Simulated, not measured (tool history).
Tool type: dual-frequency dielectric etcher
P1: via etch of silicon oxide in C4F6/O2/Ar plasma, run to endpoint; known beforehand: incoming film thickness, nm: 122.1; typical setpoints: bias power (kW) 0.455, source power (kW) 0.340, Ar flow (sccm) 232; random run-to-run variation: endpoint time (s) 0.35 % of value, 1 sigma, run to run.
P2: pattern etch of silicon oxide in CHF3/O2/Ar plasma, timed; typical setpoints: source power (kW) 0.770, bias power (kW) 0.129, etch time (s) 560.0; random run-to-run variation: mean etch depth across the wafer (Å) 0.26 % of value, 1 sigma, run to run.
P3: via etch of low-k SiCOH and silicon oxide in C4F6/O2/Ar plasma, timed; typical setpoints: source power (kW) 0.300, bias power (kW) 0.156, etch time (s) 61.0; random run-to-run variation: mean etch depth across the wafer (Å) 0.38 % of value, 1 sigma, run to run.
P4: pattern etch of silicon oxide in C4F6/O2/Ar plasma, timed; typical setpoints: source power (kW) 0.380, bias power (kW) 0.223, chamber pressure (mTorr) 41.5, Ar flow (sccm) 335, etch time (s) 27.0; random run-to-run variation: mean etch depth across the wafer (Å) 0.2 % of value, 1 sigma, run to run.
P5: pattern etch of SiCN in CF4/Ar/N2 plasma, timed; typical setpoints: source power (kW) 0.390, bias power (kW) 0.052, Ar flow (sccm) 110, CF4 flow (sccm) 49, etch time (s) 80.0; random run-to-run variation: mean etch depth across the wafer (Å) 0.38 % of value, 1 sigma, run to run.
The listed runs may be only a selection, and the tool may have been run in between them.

run	hour	process that ran	bias power (kW)	source power (kW)	Ar flow (sccm)	etch time (s)	chamber pressure (mTorr)	CF4 flow (sccm)	hours since the last wet clean	hours since the last bias power generator calibration	hours since the last source power generator calibration	hours since the last Ar flow controller change	endpoint time (s)	mean etch depth across the wafer (Å)
1	14.2	P1	0.455	0.340	232				269.1	3134.3	1130.4	1249.7	27.912	
2	26.8	P2	0.129	0.600		560.0			281.7	3146.9	1143.0	1262.3		10045.00
3	34.1	P4	0.175	0.380	335	27.0	41.5		289.0	3154.2	1150.3	1269.6		803.80
4	48.5	P1	0.455	0.340	232				303.4	3168.6	1164.7	1284.0	28.003	
5	57.7	P3	0.156	0.300		33.5			312.6	3177.8	1173.9	1293.2		841.61
6	70.8	P5	0.052	0.390	110	80.0		49	325.7	3190.9	1187.0	1306.3		491.50
7	78.3	P1	0.266	0.340	232				333.2	3198.4	1194.5	1313.8	33.730	
8	92.4	P4	0.223	0.380	335	27.0	58.0		347.3	3212.5	1208.6	1327.9		834.85
9	107.1	P5	0.052	0.390	110	80.0		63	362.0	3227.2	1223.3	1342.6		511.47
10	116.4	P4	0.223	0.220	335	27.0	41.5		371.3	3236.5	1232.6	1351.9		702.92
11	124.1	P5	0.062	0.390	110	80.0		49	379.0	3244.2	1240.3	1359.6		525.73
12	132.0	P5	0.052	0.390	83	80.0		49	386.9	3252.1	1248.2	1367.5		511.57
13	146.7	P4	0.223	0.380	335	27.0	41.5		401.6	3266.8	1262.9	1382.2		864.74
14	161.8	P4	0.223	0.380	428	27.0	41.5		416.7	3281.9	1278.0	1397.3		843.83
15	174.2	P2	0.129	0.770		369.0			429.1	3294.3	1290.4	1409.7		7299.40
16	189.3	P1	0.455	0.340	146				444.2	3309.4	1305.5	1424.8	26.524	
17	203.9	P1	0.455	0.400	232				458.8	3324.0	1320.1	1439.4	26.374	
18	215.4	P1	0.455	0.340	232				470.3	3335.5	1331.6	1450.9	28.025	
19	231.4	P3	0.156	0.300		61.0			486.3	3351.5	1347.6	1466.9		1535.10
20	244.7	P2	0.156	0.770		560.0			499.6	3364.8	1360.9	1480.2		11749.00
# hour 249.2: source power generator calibrated
21	259.4	P4	0.223	0.380	335	27.0	41.5		514.3	3379.5	10.2	1494.9		866.38
22	268.1	P2	0.129	0.770		560.0			523.0	3388.2	18.9	1503.6		11077.00
23	280.4	P5	0.052	0.520	110	80.0		49	535.3	3400.5	31.2	1515.9		635.15
24	289.9	P3	0.156	0.300		61.0			544.8	3410.0	40.7	1525.4		1542.80
25	298.9	P1	0.455	0.340	232				553.8	3419.0	49.7	1534.4	27.999	
26	308.0	P3	0.093	0.300		61.0			562.9	3428.1	58.8	1543.5		1316.80
27	322.4	P2	0.129	0.770		560.0			577.3	3442.5	73.2	1557.9		11072.00
28	332.8	P1	0.455	0.340	298				587.7	3452.9	83.6	1568.3	28.960	
29	340.5	P1	0.313	0.280	232				595.4	3460.6	91.3	1576.0	34.204	
30	356.0	P1	0.455	0.250	232				610.9	3476.1	106.8	1591.5	31.358	
31	364.2	P5	0.052	0.390	110	80.0		49	619.1	3484.3	115.0	1599.7		490.30

What will run 32 give?
32	374.3	P5	0.052	0.390	110	99.0		49	629.2	3494.4	125.1	1609.8		?

mean etch depth across the wafer (Å): 601.52
